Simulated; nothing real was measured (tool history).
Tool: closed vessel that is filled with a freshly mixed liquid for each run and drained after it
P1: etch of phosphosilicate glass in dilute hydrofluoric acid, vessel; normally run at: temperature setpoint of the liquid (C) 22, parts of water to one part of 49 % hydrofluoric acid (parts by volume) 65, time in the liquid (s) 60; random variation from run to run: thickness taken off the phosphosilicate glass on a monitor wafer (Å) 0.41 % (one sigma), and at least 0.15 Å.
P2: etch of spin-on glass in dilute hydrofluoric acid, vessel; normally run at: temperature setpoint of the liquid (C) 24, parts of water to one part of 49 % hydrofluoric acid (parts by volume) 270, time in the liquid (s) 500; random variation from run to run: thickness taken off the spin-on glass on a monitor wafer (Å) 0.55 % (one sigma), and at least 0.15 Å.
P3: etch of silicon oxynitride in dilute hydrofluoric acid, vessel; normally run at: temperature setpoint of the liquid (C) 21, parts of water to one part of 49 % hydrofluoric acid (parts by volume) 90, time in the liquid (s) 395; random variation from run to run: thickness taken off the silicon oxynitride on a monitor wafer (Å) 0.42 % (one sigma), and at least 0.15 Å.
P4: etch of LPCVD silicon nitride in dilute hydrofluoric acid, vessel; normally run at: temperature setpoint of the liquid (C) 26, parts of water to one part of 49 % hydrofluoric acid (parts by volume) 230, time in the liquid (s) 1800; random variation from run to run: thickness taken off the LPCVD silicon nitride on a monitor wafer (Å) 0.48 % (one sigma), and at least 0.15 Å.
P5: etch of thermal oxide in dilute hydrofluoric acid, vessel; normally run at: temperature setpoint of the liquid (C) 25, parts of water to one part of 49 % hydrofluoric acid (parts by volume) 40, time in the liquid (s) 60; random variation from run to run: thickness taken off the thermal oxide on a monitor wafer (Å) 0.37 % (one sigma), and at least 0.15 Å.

run	day	process that ran	temperature setpoint of the liquid (C)	parts of water to one part of 49 % hydrofluoric acid (parts by volume)	time in the liquid (s)	hours since the thermometer was replaced	hours since the hydrofluoric acid flow meter was replaced	thickness taken off the phosphosilicate glass on a monitor wafer (Å)	thickness taken off the LPCVD silicon nitride on a monitor wafer (Å)	thickness taken off the thermal oxide on a monitor wafer (Å)	thickness taken off the silicon oxynitride on a monitor wafer (Å)	thickness taken off the spin-on glass on a monitor wafer (Å)
1	0.375	P1	22	65	60	124.3	1631.8	908.84				
2	0.762	P4	26	45	1800	133.6	1641.1		216.52			
3	1.104	P5	32	40	60	141.8	1649.3			100.61		
4	1.404	P3	21	90	670	149	1656.5				185.9	
5	1.604	P4	26	230	1800	153.8	1661.3		42.668			
6	1.904	P1	22	65	60	161	1668.5	913.88				
7	2.229	P3	28	90	395	168.8	1676.3				152.57	
8	2.525	P1	22	65	60	175.9	1683.4	912.56				
9	2.812	P5	25	40	30	182.8	1690.3			38.411		
10	3.108	P4	26	230	555	189.9	1697.4		13.326			
11	3.471	P5	25	70	60	198.6	1706.1			42.051		
12	3.658	P1	22	90	90	203.1	1710.6	960.27				
13	3.888	P1	22	65	30	208.6	1716.1	456.49				
14	4.067	P1	22	65	60	212.9	1720.4	914.64				
15	4.312	P2	24	270	500	218.8	1726.3					527.67
16	4.525	P3	21	125	395	223.9	1731.4				76.711	
17	4.917	P2	24	270	500	233.3	1740.8					533.63
18	5.229	P5	25	40	60	240.8	1748.3			77.107		
19	5.554	P2	24	270	70	248.6	1756.1					73.944
20	5.788	P1	17	65	60	254.2	1761.7	742.87				
21	6.017	P1	22	100	60	259.7	1767.2	566.99				
22	6.258	P1	22	65	60	265.5	1773	906.39				
23	6.538	P2	17	270	500	272.2	1779.7					408.21
24	6.771	P2	24	125	500	277.8	1785.3					1334.8
# day 7.033: thermometer replaced
25	7.154	P4	17.5	230	1800	2.9	1794.5		24.807			
26	7.454	P5	25	40	60	10.1	1801.7			76.854		
27	7.721	P1	22	25	60	16.5	1808.1	2495.1				
28	8.121	P3	21	90	395	26.1	1817.7				108.78	
29	8.479	P1	29.5	65	60	34.7	1826.3	1237.1				
30	8.762	P1	22	65	100	41.5	1833.1	1518.6				
31	8.946	P1	22	65	60	45.9	1837.5	906.78				
32	9.221	P1	22	40	30	52.5	1844.1	764.45				
33	9.412	P1	22	65	60	57.1	1848.7	910.82				
34	9.721	P1	27	65	105	64.5	1856.1	1967.8				
35	9.946	P1	22	65	60	69.9	1861.5	909.08				
36	10.333	P1	22	65	60	79.2	1870.8	878.72				
37	10.7	P1	22	65	60	88	1879.6	876.94				
38	10.975	P1	22	65	60	94.6	1886.2	856.49				
39	11.254	P1	22	65	60	101.3	1892.9	863.19				
40	11.442	P1	22	65	60	105.8	1897.4	862.28				
41	11.788	P1	22	65	60	114.1	1905.7	856.56				

What P1 gives has crept away from where it was. These 2 causes fit the log equally well, each at the size given:
A: liquid colder than its thermometer reads (K) = 1.44
B: hydrofluoric acid flow below the setpoint (%) = 5.37
The creep began at about day 9.946.

4 check runs are offered, one wafer each, their results left as question marks. Which one tells the causes apart?
check 1	12.133	P5	25	65	30					?		
check 2	12.133	P4	26	55	1800				?			
check 3	12.133	P2	24	160	500							?
check 4	12.133	P3	21	120	600						?	

What each check would give under each cause:
check	result	if A	if B
check 1	thickness taken off the thermal oxide on a monitor wafer (Å)	21.495	21.459
check 2	thickness taken off the LPCVD silicon nitride on a monitor wafer (Å)	161.3	168.15
check 3	thickness taken off the spin-on glass on a monitor wafer (Å)	951.14	941.38
check 4	thickness taken off the silicon oxynitride on a monitor wafer (Å)	113.24	114.31
How far apart the two closest causes lie, in the result that separates them most: check 1 0.17 %; check 2 4.16 %; check 3 1.03 %; check 4 0.93 %
Check 2 tells the causes apart: in the others they would give nearly the same result.

Then check 2 was run and gave: thickness taken off the LPCVD silicon nitride on a monitor wafer (Å) 167.86. Which cause is it?

It is B: hydrofluoric acid flow below the setpoint (%).
